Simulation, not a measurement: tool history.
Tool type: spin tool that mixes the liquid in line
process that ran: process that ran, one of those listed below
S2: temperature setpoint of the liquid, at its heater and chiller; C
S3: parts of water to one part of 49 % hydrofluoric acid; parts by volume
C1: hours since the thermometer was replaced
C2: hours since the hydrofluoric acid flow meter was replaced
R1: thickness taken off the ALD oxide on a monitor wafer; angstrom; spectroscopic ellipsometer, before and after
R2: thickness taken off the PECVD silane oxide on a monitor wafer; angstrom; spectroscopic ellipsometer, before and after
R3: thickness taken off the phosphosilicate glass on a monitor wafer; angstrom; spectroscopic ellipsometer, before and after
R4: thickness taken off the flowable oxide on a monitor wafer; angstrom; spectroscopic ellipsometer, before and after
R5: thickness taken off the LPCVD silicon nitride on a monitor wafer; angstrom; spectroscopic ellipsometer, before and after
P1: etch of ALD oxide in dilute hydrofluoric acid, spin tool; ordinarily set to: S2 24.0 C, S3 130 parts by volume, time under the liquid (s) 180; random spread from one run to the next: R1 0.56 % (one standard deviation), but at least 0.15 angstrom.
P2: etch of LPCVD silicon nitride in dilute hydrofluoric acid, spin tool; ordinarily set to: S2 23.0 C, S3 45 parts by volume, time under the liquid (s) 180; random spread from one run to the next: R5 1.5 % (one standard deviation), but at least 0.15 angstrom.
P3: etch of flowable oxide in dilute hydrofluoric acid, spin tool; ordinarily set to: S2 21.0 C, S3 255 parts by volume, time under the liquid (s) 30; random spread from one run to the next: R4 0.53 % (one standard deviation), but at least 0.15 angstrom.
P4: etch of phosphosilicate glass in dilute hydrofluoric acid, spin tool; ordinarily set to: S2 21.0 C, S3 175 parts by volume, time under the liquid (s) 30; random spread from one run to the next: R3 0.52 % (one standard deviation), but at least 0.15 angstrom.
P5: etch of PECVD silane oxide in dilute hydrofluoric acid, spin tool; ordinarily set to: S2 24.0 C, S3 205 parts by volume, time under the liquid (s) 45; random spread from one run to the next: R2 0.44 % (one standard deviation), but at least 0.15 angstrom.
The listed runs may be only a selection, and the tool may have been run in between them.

run 1 day=0.367 | process_that_ran=P1 S2=24.0 S3=130 time_under_the_liquid_(s)=180 | C1=333.9 C2=1640.2 | R1=124.620
run 2 day=0.717 | process_that_ran=P5 S2=24.0 S3=205 time_under_the_liquid_(s)=45 | C1=342.3 C2=1648.6 | R2=47.880
run 3 day=0.929 | process_that_ran=P1 S2=24.0 S3=130 time_under_the_liquid_(s)=180 | C1=347.4 C2=1653.7 | R1=123.510
run 4 day=1.188 | process_that_ran=P5 S2=18.0 S3=205 time_under_the_liquid_(s)=45 | C1=353.6 C2=1659.9 | R2=37.943
run 5 day=1.583 | process_that_ran=P4 S2=21.0 S3=175 time_under_the_liquid_(s)=30 | C1=363.1 C2=1669.4 | R3=140.390
run 6 day=1.983 | process_that_ran=P1 S2=19.0 S3=130 time_under_the_liquid_(s)=180 | C1=372.7 C2=1679.0 | R1=103.480
run 7 day=2.350 | process_that_ran=P1 S2=24.0 S3=130 time_under_the_liquid_(s)=300 | C1=381.5 C2=1687.8 | R1=207.240
run 8 day=2.638 | process_that_ran=P3 S2=21.0 S3=255 time_under_the_liquid_(s)=30 | C1=388.4 C2=1694.7 | R4=39.800
run 9 day=2.912 | process_that_ran=P2 S2=23.0 S3=45 time_under_the_liquid_(s)=180 | C1=395.0 C2=1701.3 | R5=18.4810
run 10 day=3.342 | process_that_ran=P1 S2=24.0 S3=65 time_under_the_liquid_(s)=180 | C1=405.3 C2=1711.6 | R1=272.280
run 11 day=3.629 | process_that_ran=P1 S2=24.0 S3=130 time_under_the_liquid_(s)=180 | C1=412.2 C2=1718.5 | R1=125.120
run 12 day=4.033 | process_that_ran=P3 S2=21.0 S3=100 time_under_the_liquid_(s)=30 | C1=421.9 C2=1728.2 | R4=119.490
run 13 day=4.404 | process_that_ran=P1 S2=24.0 S3=130 time_under_the_liquid_(s)=180 | C1=430.8 C2=1737.1 | R1=124.260
run 14 day=4.829 | process_that_ran=P4 S2=17.0 S3=175 time_under_the_liquid_(s)=30 | C1=441.0 C2=1747.3 | R3=119.530
run 15 day=5.075 | process_that_ran=P4 S2=21.0 S3=175 time_under_the_liquid_(s)=50 | C1=446.9 C2=1753.2 | R3=233.260
run 16 day=5.525 | process_that_ran=P5 S2=24.0 S3=325 time_under_the_liquid_(s)=45 | C1=457.7 C2=1764.0 | R2=26.938
run 17 day=5.842 | process_that_ran=P1 S2=20.5 S3=45 time_under_the_liquid_(s)=180 | C1=465.3 C2=1771.6 | R1=344.720
run 18 day=6.271 | process_that_ran=P3 S2=17.0 S3=255 time_under_the_liquid_(s)=30 | C1=475.6 C2=1781.9 | R4=34.397
run 19 day=6.638 | process_that_ran=P3 S2=21.0 S3=255 time_under_the_liquid_(s)=30 | C1=484.4 C2=1790.7 | R4=39.876
run 20 day=6.883 | process_that_ran=P1 S2=17.0 S3=130 time_under_the_liquid_(s)=300 | C1=490.3 C2=1796.6 | R1=157.260
run 21 day=7.117 | process_that_ran=P2 S2=23.0 S3=45 time_under_the_liquid_(s)=15 | C1=495.9 C2=1802.2 | R5=1.4137
run 22 day=7.454 | process_that_ran=P1 S2=24.0 S3=215 time_under_the_liquid_(s)=180 | C1=504.0 C2=1810.3 | R1=68.540
run 23 day=7.888 | process_that_ran=P1 S2=24.0 S3=130 time_under_the_liquid_(s)=180 | C1=514.4 C2=1820.7 | R1=125.170
run 24 day=8.225 | process_that_ran=P1 S2=24.0 S3=130 time_under_the_liquid_(s)=180 | C1=522.5 C2=1828.8 | R1=125.120
run 25 day=8.429 | process_that_ran=P5 S2=24.0 S3=205 time_under_the_liquid_(s)=80 | C1=527.4 C2=1833.7 | R2=84.242
run 26 day=8.821 | process_that_ran=P1 S2=24.0 S3=170 time_under_the_liquid_(s)=260 | C1=536.8 C2=1843.1 | R1=132.900
run 27 day=9.242 | process_that_ran=P4 S2=21.0 S3=260 time_under_the_liquid_(s)=30 | C1=546.9 C2=1853.2 | R3=87.753
run 28 day=9.492 | process_that_ran=P3 S2=21.0 S3=255 time_under_the_liquid_(s)=65 | C1=552.9 C2=1859.2 | R4=86.969
run 29 day=9.925 | process_that_ran=P2 S2=23.0 S3=45 time_under_the_liquid_(s)=180 | C1=563.3 C2=1869.6 | R5=18.7520
run 30 day=10.267 | process_that_ran=P1 S2=29.0 S3=130 time_under_the_liquid_(s)=180 | C1=571.5 C2=1877.8 | R1=151.340
run 31 day=10.658 | process_that_ran=P2 S2=30.5 S3=45 time_under_the_liquid_(s)=180 | C1=580.9 C2=1887.2 | R5=30.7430
run 32 day=10.925 | process_that_ran=P1 S2=24.0 S3=130 time_under_the_liquid_(s)=40 | C1=587.3 C2=1893.6 | R1=27.916
run 33 day=11.350 | process_that_ran=P5 S2=24.0 S3=205 time_under_the_liquid_(s)=45 | C1=597.5 C2=1903.8 | R2=47.761
run 34 day=11.675 | process_that_ran=P2 S2=23.0 S3=20 time_under_the_liquid_(s)=180 | C1=605.3 C2=1911.6 | R5=40.3020
run 35 day=11.908 | process_that_ran=P1 S2=24.0 S3=130 time_under_the_liquid_(s)=180 | C1=610.9 C2=1917.2 | R1=126.220
run 36 day=12.279 | process_that_ran=P1 S2=24.0 S3=130 time_under_the_liquid_(s)=180 | C1=619.8 C2=1926.1 | R1=121.660
run 37 day=12.642 | process_that_ran=P1 S2=24.0 S3=130 time_under_the_liquid_(s)=180 | C1=628.5 C2=1934.8 | R1=117.900
run 38 day=12.921 | process_that_ran=P1 S2=24.0 S3=130 time_under_the_liquid_(s)=180 | C1=635.2 C2=1941.5 | R1=115.790
run 39 day=13.379 | process_that_ran=P1 S2=24.0 S3=130 time_under_the_liquid_(s)=180 | C1=646.2 C2=1952.5 | R1=115.400
run 40 day=13.833 | process_that_ran=P1 S2=24.0 S3=130 time_under_the_liquid_(s)=180 | C1=657.1 C2=1963.4 | R1=114.500
run 41 day=14.050 | process_that_ran=P1 S2=24.0 S3=130 time_under_the_liquid_(s)=180 | C1=662.3 C2=1968.6 | R1=115.830
run 42 day=14.429 | process_that_ran=P1 S2=24.0 S3=130 time_under_the_liquid_(s)=180 | C1=671.4 C2=1977.7 | R1=113.800
run 43 day=14.854 | process_that_ran=P1 S2=24.0 S3=130 time_under_the_liquid_(s)=180 | C1=681.6 C2=1987.9 | R1=113.900

Forecast run 44:
run 44 day=15.275 | process_that_ran=P1 S2=24.0 S3=130 time_under_the_liquid_(s)=180 | C1=691.7 C2=1998.0 | R1=?

{"run 44": {"R1": 114.29}}
